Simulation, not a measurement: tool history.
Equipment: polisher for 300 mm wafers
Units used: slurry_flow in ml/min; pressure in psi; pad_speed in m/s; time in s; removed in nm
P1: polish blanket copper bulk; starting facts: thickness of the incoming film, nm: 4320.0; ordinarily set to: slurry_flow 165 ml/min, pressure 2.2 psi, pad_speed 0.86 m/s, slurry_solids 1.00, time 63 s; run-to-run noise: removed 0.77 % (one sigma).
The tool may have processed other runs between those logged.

run    day  slurry_flow  pressure  pad_speed  slurry_solids  time  wafers polished on this pad  hours since the slurry nozzle was cleaned  hours since the head pressure was calibrated  hours since the slurry blender was calibrated  removed
  1  0.425          165       2.2       0.86           1.00    63                          479                                      103.9                                         972.2                                           54.7   371.71
  2  0.858          165       2.2       0.86           1.00    63                          554                                      114.3                                         982.6                                           65.1   371.05
  3  1.408          165       2.2       0.86           1.50    63                          648                                      127.5                                         995.8                                           78.3   410.03
  4  2.108          225       2.2       0.86           1.00    63                          769                                      144.3                                        1012.6                                           95.1   390.83
  5  2.679          165       2.2       0.86           1.00    63                          867                                      158.0                                        1026.3                                          108.8   375.21
  6  3.200          250       2.2       0.86           1.40    63                          956                                      170.5                                        1038.8                                          121.3   427.81
  7  3.592          100       2.2       0.86           1.00    63                         1024                                      179.9                                        1048.2                                          130.7   332.85
  8  4.071          165       2.2       0.86           1.00    63                         1106                                      191.4                                        1059.7                                          142.2   371.95
  9  4.483          165       2.2       0.86           0.65    63                         1177                                      201.3                                        1069.6                                          152.1   342.62
 10  4.929          165       2.2       0.86           1.00    44                         1254                                      212.0                                        1080.3                                          162.8   264.87
 11  5.438          165       2.2       1.28           1.00    63                         1341                                      224.2                                        1092.5                                          175.0   555.90
 12  5.958          165       2.2       0.86           1.00    63                         1431                                      236.7                                        1105.0                                          187.5   372.96
 13  6.312          165       2.2       0.40           1.00    63                         1492                                      245.2                                        1113.5                                          196.0   174.19
 14  6.862          165       1.1       0.86           1.00    63                         1587                                      258.4                                        1126.7                                          209.2   184.26

Estimate the outcome of run 15 from the log above:
     7.158  -- slurry blender recalibrated
 15  7.350          165       2.2       0.86           1.00    97                         1670                                      270.1                                        1138.4                                            4.7        ?

removed: 577.20 nm
